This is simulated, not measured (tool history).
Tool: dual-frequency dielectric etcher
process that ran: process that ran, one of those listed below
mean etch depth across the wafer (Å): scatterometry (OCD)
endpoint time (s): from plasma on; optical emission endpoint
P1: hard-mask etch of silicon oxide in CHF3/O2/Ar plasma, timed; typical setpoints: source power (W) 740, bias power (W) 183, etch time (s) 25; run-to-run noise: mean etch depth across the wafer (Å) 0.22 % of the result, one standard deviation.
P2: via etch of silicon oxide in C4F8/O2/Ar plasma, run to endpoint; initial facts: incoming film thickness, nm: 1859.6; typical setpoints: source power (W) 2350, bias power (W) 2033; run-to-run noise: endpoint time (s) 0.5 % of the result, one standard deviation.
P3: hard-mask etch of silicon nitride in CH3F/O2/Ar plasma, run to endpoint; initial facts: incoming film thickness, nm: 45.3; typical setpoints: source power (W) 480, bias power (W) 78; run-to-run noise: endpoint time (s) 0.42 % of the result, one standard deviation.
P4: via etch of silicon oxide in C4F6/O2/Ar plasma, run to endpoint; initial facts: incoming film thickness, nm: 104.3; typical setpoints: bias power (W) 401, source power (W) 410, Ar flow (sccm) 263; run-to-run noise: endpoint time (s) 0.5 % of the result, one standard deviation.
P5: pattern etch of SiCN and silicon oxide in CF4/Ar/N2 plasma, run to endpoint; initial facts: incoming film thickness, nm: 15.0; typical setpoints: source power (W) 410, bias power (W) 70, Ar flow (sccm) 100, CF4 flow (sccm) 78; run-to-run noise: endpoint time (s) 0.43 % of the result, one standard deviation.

| run | hour | process that ran | source power (W) | bias power (W) | etch time (s) | Ar flow (sccm) | CF4 flow (sccm) | hours since the last wet clean | hours since the last source power generator calibration | hours since the last bias power generator calibration | mean etch depth across the wafer (Å) | endpoint time (s) |
|---|---|---|---|---|---|---|---|---|---|---|---|---|
| 1 | 7.4 | P1 | 740 | 183 | 25 |  |  | 151.7 | 393 | 280.6 | 549.54 |  |
| 2 | 17.3 | P1 | 930 | 183 | 25 |  |  | 161.6 | 402.9 | 290.5 | 604.1 |  |
| 3 | 23.9 | P4 | 250 | 401 |  | 263 |  | 168.2 | 409.5 | 297.1 |  | 29.118 |
| 4 | 31.8 | P1 | 740 | 183 | 16 |  |  | 176.1 | 417.4 | 305 | 353.48 |  |
| 5 | 43.5 | P1 | 740 | 251 | 25 |  |  | 187.8 | 429.1 | 316.7 | 615.87 |  |
| 6 | 54.5 | P5 | 410 | 70 |  | 100 | 78 | 198.8 | 440.1 | 327.7 |  | 18.462 |
| 7 | 60.9 | P1 | 740 | 110 | 16 |  |  | 205.2 | 446.5 | 334.1 | 301.52 |  |
| 8 | 67.2 | P5 | 410 | 70 |  | 100 | 104 | 211.5 | 452.8 | 340.4 |  | 17.757 |
| 9 | 72.6 | P1 | 740 | 183 | 25 |  |  | 216.9 | 458.2 | 345.8 | 550.31 |  |
| 10 | 84.6 | P3 | 480 | 47 |  |  |  | 228.9 | 470.2 | 357.8 |  | 69.094 |
| 11 | 94.4 | P5 | 510 | 70 |  | 100 | 78 | 238.7 | 480 | 367.6 |  | 15.224 |
| 12 | 99.9 | P1 | 740 | 183 | 25 |  |  | 244.2 | 485.5 | 373.1 | 550.97 |  |
| 13 | 105.9 | P4 | 410 | 401 |  | 196 |  | 250.2 | 491.5 | 379.1 |  | 23.532 |
| 14 | 112.2 | P1 | 600 | 183 | 25 |  |  | 256.5 | 497.8 | 385.4 | 509.73 |  |
| 15 | 119 | P4 | 410 | 401 |  | 263 |  | 263.3 | 504.6 | 392.2 |  | 24.104 |
| 16 | 127.3 | P2 | 2350 | 2033 |  |  |  | 271.6 | 512.9 | 400.5 |  | 335.64 |
| 17 | 133.6 | P5 | 410 | 70 |  | 70 | 78 | 277.9 | 519.2 | 406.8 |  | 17.47 |
| 18 | 145 | P2 | 2350 | 2691 |  |  |  | 289.3 | 530.6 | 418.2 |  | 309.78 |
| 19 | 152.5 | P2 | 2350 | 2033 |  |  |  | 296.8 | 538.1 | 425.7 |  | 336.04 |
| 20 | 158.5 | P5 | 410 | 44 |  | 100 | 78 | 302.8 | 544.1 | 431.7 |  | 21.339 |
| 21 | 169.4 | P3 | 480 | 78 |  |  |  | 313.7 | 555 | 442.6 |  | 58.558 |
| 22 | 177 | P4 | 410 | 401 |  | 263 |  | 321.3 | 562.6 | 450.2 |  | 24.333 |
| 23 | 186 | P1 | 740 | 183 | 25 |  |  | 330.3 | 571.6 | 459.2 | 552.85 |  |
| 24 | 191.2 | P1 | 740 | 183 | 35.5 |  |  | 335.5 | 576.8 | 464.4 | 782.35 |  |
| 25 | 200.5 | P4 | 410 | 241 |  | 263 |  | 344.8 | 586.1 | 473.7 |  | 28.821 |
| 26 | 206.8 | P2 | 1400 | 2033 |  |  |  | 351.1 | 592.4 | 480 |  | 414.07 |
| 27 | 216.3 | P3 | 280 | 78 |  |  |  | 360.6 | 601.9 | 489.5 |  | 71.497 |
| 28 | 222.9 | P1 | 740 | 130 | 25 |  |  | 367.2 | 608.5 | 496.1 | 493.99 |  |
| 29 | 232.5 | P3 | 480 | 78 |  |  |  | 376.8 | 618.1 | 505.7 |  | 58.867 |
| 30 | 238.1 | P1 | 740 | 183 | 25 |  |  | 382.4 | 623.7 | 511.3 | 551.38 |  |
| 31 | 249.5 | P1 | 740 | 183 | 25 |  |  | 393.8 | 635.1 | 522.7 | 552.16 |  |
| 32 | 258.2 | P1 | 740 | 183 | 25 |  |  | 402.5 | 643.8 | 531.4 | 551.64 |  |
| 33 | 266.8 | P1 | 740 | 183 | 25 |  |  | 411.1 | 652.4 | 540 | 555.81 |  |
| 34 | 272.9 | P1 | 740 | 183 | 25 |  |  | 417.2 | 658.5 | 546.1 | 556.79 |  |
| 35 | 280.7 | P1 | 740 | 183 | 25 |  |  | 425 | 666.3 | 553.9 | 558.56 |  |
| 36 | 291.9 | P1 | 740 | 183 | 25 |  |  | 436.2 | 677.5 | 565.1 | 558.7 |  |
|  | 292.8 | wet clean of the chamber |
| 37 | 300 | P1 | 740 | 183 | 25 |  |  | 7.3 | 685.6 | 573.2 | 558.42 |  |
| 38 | 305.2 | P1 | 740 | 183 | 25 |  |  | 12.5 | 690.8 | 578.4 | 560.99 |  |
| 39 | 314.3 | P1 | 740 | 183 | 25 |  |  | 21.6 | 699.9 | 587.5 | 562.33 |  |
| 40 | 322 | P1 | 740 | 183 | 25 |  |  | 29.3 | 707.6 | 595.2 | 556.83 |  |

P1 has crept away from where it was. The log is fitted equally well by each of these 2 causes, at the sizes shown:
A: bias power that arrives over what is set, % = 4.37
B: source power that arrives over what is set, % = 3.79
The process output started creeping at around hour 258.2.
All other causes, with the reason each is excluded:
chamber walls in a state that raises the etch rate, %: serviced at hour 292.8, which brought nothing back

Which of the 4 check runs listed below, each an average over 3 wafers with its results shown as question marks, gives clearly different results under the different listed causes?
| check 1 | 329.7 | P5 | 410 | 44 |  | 100 | 78 |  |  |  |  | ? |
| check 2 | 329.7 | P3 | 370 | 78 |  |  |  |  |  |  |  | ? |
| check 3 | 329.7 | P2 | 1530 | 2033 |  |  |  |  |  |  |  | ? |
| check 4 | 329.7 | P4 | 410 | 286 |  | 263 |  |  |  |  |  | ? |

If the cause were each of the candidates in turn, the checks would give the following:
| check | result | if A | if B |
|---|---|---|---|
| check 1 | endpoint time (s) | 21.028 | 20.599 |
| check 2 | endpoint time (s) | 63.535 | 63.602 |
| check 3 | endpoint time (s) | 393.59 | 392.73 |
| check 4 | endpoint time (s) | 26.877 | 26.892 |
Distance between the nearest two causes, measured in the result of the check that separates them most: check 1 2.06 %; check 2 0.11 %; check 3 0.22 %; check 4 0.05 %
The causes can be told apart only by check 1. The other checks would give nearly the same results under each of them.

Check 1 was then run and gave: endpoint time (s) 20.616. Which cause is it?

It is B: source power that arrives over what is set, %.
